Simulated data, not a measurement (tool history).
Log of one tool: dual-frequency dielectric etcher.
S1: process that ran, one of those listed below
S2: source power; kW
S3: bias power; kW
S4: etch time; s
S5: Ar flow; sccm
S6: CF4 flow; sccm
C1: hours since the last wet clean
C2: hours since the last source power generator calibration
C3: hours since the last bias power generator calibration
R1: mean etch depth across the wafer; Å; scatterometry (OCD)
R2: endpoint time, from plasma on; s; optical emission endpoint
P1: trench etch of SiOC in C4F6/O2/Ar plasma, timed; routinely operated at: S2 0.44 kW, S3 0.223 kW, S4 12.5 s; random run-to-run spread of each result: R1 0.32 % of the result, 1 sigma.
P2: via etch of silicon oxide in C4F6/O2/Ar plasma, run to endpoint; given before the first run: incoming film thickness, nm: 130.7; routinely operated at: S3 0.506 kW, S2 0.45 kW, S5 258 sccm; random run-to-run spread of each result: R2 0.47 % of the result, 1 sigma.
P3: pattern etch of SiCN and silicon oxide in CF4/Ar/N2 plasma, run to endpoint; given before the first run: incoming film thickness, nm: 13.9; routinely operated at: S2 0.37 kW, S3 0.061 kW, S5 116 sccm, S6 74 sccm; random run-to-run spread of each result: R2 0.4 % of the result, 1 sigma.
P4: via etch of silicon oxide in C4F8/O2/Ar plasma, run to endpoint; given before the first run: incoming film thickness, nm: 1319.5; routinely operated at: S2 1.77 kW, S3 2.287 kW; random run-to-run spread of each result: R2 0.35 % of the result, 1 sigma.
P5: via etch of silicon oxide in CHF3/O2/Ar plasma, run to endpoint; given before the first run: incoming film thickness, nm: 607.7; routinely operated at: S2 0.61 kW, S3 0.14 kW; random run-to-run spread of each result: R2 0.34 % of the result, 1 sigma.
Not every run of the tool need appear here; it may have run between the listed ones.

Run 1, hour 10.5: S1 P1, S2 0.44 kW, S3 0.223 kW, S4 12.5 s; C1 261.4; C2 1507.5; C3 1869.2. Result: R1 299.06 Å.
Run 2, hour 20.5: S1 P1, S2 0.44 kW, S3 0.223 kW, S4 12.5 s; C1 271.4; C2 1517.5; C3 1879.2. Result: R1 301.46 Å.
Run 3, hour 31.9: S1 P4, S2 1.3 kW, S3 2.287 kW; C1 282.8; C2 1528.9; C3 1890.6. Result: R2 295.95 s.
Run 4, hour 48.9: S1 P1, S2 0.44 kW, S3 0.304 kW, S4 12.5 s; C1 299.8; C2 1545.9; C3 1907.6. Result: R1 334.36 Å.
Run 5, hour 63.1: S1 P1, S2 0.44 kW, S3 0.223 kW, S4 7 s; C1 314; C2 1560.1; C3 1921.8. Result: R1 168.18 Å.
Run 6, hour 77.2: S1 P2, S2 0.28 kW, S3 0.506 kW, S5 258 sccm; C1 328.1; C2 1574.2; C3 1935.9. Result: R2 32.331 s.
Run 7, hour 85.1: S1 P1, S2 0.44 kW, S3 0.223 kW, S4 17 s; C1 336; C2 1582.1; C3 1943.8. Result: R1 407.46 Å.
Run 8, hour 94.8: S1 P1, S2 0.6 kW, S3 0.223 kW, S4 12.5 s; C1 345.7; C2 1591.8; C3 1953.5. Result: R1 339.98 Å.
Run 9, hour 104.9: S1 P1, S2 0.56 kW, S3 0.278 kW, S4 12.5 s; C1 355.8; C2 1601.9; C3 1963.6. Result: R1 351.91 Å.
Run 10, hour 117: S1 P1, S2 0.44 kW, S3 0.223 kW, S4 12.5 s; C1 367.9; C2 1614; C3 1975.7. Result: R1 300.06 Å.
Run 11, hour 127.5: S1 P3, S2 0.37 kW, S3 0.061 kW, S5 116 sccm, S6 74 sccm; C1 378.4; C2 1624.5; C3 1986.2. Result: R2 20.706 s.
Run 12, hour 141.1: S1 P1, S2 0.34 kW, S3 0.291 kW, S4 12.5 s; C1 392; C2 1638.1; C3 1999.8. Result: R1 299.32 Å.
Run 13, hour 155.2: S1 P4, S2 1.77 kW, S3 2.287 kW; C1 406.1; C2 1652.2; C3 2013.9. Result: R2 262.77 s.
Run 14, hour 170.6: S1 P4, S2 1.77 kW, S3 1.785 kW; C1 421.5; C2 1667.6; C3 2029.3. Result: R2 283.18 s.
Run 15, hour 180.5: S1 P1, S2 0.44 kW, S3 0.223 kW, S4 12.5 s; C1 431.4; C2 1677.5; C3 2039.2. Result: R1 299.17 Å.
Run 16, hour 197.1: S1 P2, S2 0.45 kW, S3 0.506 kW, S5 326 sccm; C1 448; C2 1694.1; C3 2055.8. Result: R2 27.482 s.
Run 17, hour 205.2: S1 P3, S2 0.37 kW, S3 0.048 kW, S5 116 sccm, S6 74 sccm; C1 456.1; C2 1702.2; C3 2063.9. Result: R2 22.374 s.
Run 18, hour 213.2: S1 P2, S2 0.45 kW, S3 0.341 kW, S5 258 sccm; C1 464.1; C2 1710.2; C3 2071.9. Result: R2 31.117 s.
Run 19, hour 222.8: S1 P4, S2 1.77 kW, S3 2.287 kW; C1 473.7; C2 1719.8; C3 2081.5. Result: R2 263.16 s.
Run 20, hour 237: S1 P1, S2 0.44 kW, S3 0.223 kW, S4 12.5 s; C1 487.9; C2 1734; C3 2095.7. Result: R1 300.44 Å.
Run 21, hour 248.7: S1 P1, S2 0.44 kW, S3 0.223 kW, S4 12.5 s; C1 499.6; C2 1745.7; C3 2107.4. Result: R1 299.23 Å.
Run 22, hour 258.1: S1 P3, S2 0.37 kW, S3 0.061 kW, S5 116 sccm, S6 101 sccm; C1 509; C2 1755.1; C3 2116.8. Result: R2 19.677 s.
Run 23, hour 266.1: S1 P3, S2 0.48 kW, S3 0.061 kW, S5 116 sccm, S6 74 sccm; C1 517; C2 1763.1; C3 2124.8. Result: R2 16.278 s.
Run 24, hour 279.1: S1 P3, S2 0.37 kW, S3 0.061 kW, S5 74 sccm, S6 74 sccm; C1 530; C2 1776.1; C3 2137.8. Result: R2 19.253 s.
Run 25, hour 287.2: S1 P5, S2 0.61 kW, S3 0.099 kW; C1 538.1; C2 1784.2; C3 2145.9. Result: R2 365.15 s.
Run 26, hour 295.6: S1 P1, S2 0.29 kW, S3 0.223 kW, S4 12.5 s; C1 546.5; C2 1792.6; C3 2154.3. Result: R1 256.78 Å.
Run 27, hour 310.2: S1 P2, S2 0.45 kW, S3 0.506 kW, S5 258 sccm; C1 561.1; C2 1807.2; C3 2168.9. Result: R2 27.27 s.
Run 28, hour 326.7: S1 P1, S2 0.44 kW, S3 0.149 kW, S4 12.5 s; C1 577.6; C2 1823.7; C3 2185.4. Result: R1 264.25 Å.
Run 29, hour 342.7: S1 P5, S2 0.43 kW, S3 0.14 kW; C1 593.6; C2 1839.7; C3 2201.4. Result: R2 380.66 s.
Run 30, hour 357.2: S1 P5, S2 0.61 kW, S3 0.14 kW; C1 608.1; C2 1854.2; C3 2215.9. Result: R2 330.15 s.
Run 31, hour 370.6: S1 P1, S2 0.44 kW, S3 0.223 kW, S4 12.5 s; C1 621.5; C2 1867.6; C3 2229.3. Result: R1 300.37 Å.
Run 32, hour 381.1: S1 P1, S2 0.44 kW, S3 0.223 kW, S4 12.5 s; C1 632; C2 1878.1; C3 2239.8. Result: R1 300.15 Å.
Run 33, hour 395.5: S1 P1, S2 0.44 kW, S3 0.223 kW, S4 12.5 s; C1 646.4; C2 1892.5; C3 2254.2. Result: R1 297.41 Å.
Run 34, hour 405.5: S1 P1, S2 0.44 kW, S3 0.223 kW, S4 12.5 s; C1 656.4; C2 1902.5; C3 2264.2. Result: R1 295.69 Å.
Run 35, hour 416.5: S1 P1, S2 0.44 kW, S3 0.223 kW, S4 12.5 s; C1 667.4; C2 1913.5; C3 2275.2. Result: R1 296.66 Å.
At hour 418.1: wet clean of the chamber.
Run 36, hour 430.3: S1 P1, S2 0.44 kW, S3 0.223 kW, S4 12.5 s; C1 12.2; C2 1927.3; C3 2289. Result: R1 296.19 Å.
Run 37, hour 439.3: S1 P1, S2 0.44 kW, S3 0.223 kW, S4 12.5 s; C1 21.2; C2 1936.3; C3 2298. Result: R1 296.67 Å.
Run 38, hour 455.5: S1 P1, S2 0.44 kW, S3 0.223 kW, S4 12.5 s; C1 37.4; C2 1952.5; C3 2314.2. Result: R1 295.11 Å.
Run 39, hour 468.7: S1 P1, S2 0.44 kW, S3 0.223 kW, S4 12.5 s; C1 50.6; C2 1965.7; C3 2327.4. Result: R1 295.32 Å.

The log shows P1 creeping away from where it was. Any of the 2 causes listed here, at the size stated for it, fits the log just as well as the others:
A: source power that arrives under what is set, % = 4.09
B: bias power that arrives under what is set, % = 4.8
The process output started creeping at around hour 381.1.
The rest of the possible causes, and what rules out each one:
chamber walls in a state that lowers the etch rate, %: serviced at hour 418.1, which brought nothing back

Each of the check runs listed below is run on 2 wafers and reports their average, with the results left as question marks. Pick the one under which the possible causes would lead to clearly different results.
Run check 1, hour 481.9: S1 P5, S2 0.49 kW, S3 0.1 kW. Result: R2 ?.
Run check 2, hour 481.9: S1 P4, S2 1.45 kW, S3 1.956 kW. Result: R2 ?.
Run check 3, hour 481.9: S1 P2, S2 0.29 kW, S3 0.355 kW, S5 258 sccm. Result: R2 ?.
Run check 4, hour 481.9: S1 P3, S2 0.45 kW, S3 0.061 kW, S5 116 sccm, S6 95 sccm. Result: R2 ?.

Expected result of each check under each candidate cause:
  check  result    if A    if B
check 1      R2  407.78  407.01
check 2      R2  302.01  301.31
check 3      R2  36.816  36.895
check 4      R2  17.348  16.977
Distance between the nearest two causes, measured in the result of the check that separates them most: check 1 0.19 %; check 2 0.23 %; check 3 0.21 %; check 4 2.16 %
Of the check runs offered, only check 4 discriminates between the causes; the rest would read about the same regardless of which cause applies.

Check 4 has now been run. It gave: R2 17.372 s. Which of the candidate causes is it?

It was cause A: source power that arrives under what is set, %.

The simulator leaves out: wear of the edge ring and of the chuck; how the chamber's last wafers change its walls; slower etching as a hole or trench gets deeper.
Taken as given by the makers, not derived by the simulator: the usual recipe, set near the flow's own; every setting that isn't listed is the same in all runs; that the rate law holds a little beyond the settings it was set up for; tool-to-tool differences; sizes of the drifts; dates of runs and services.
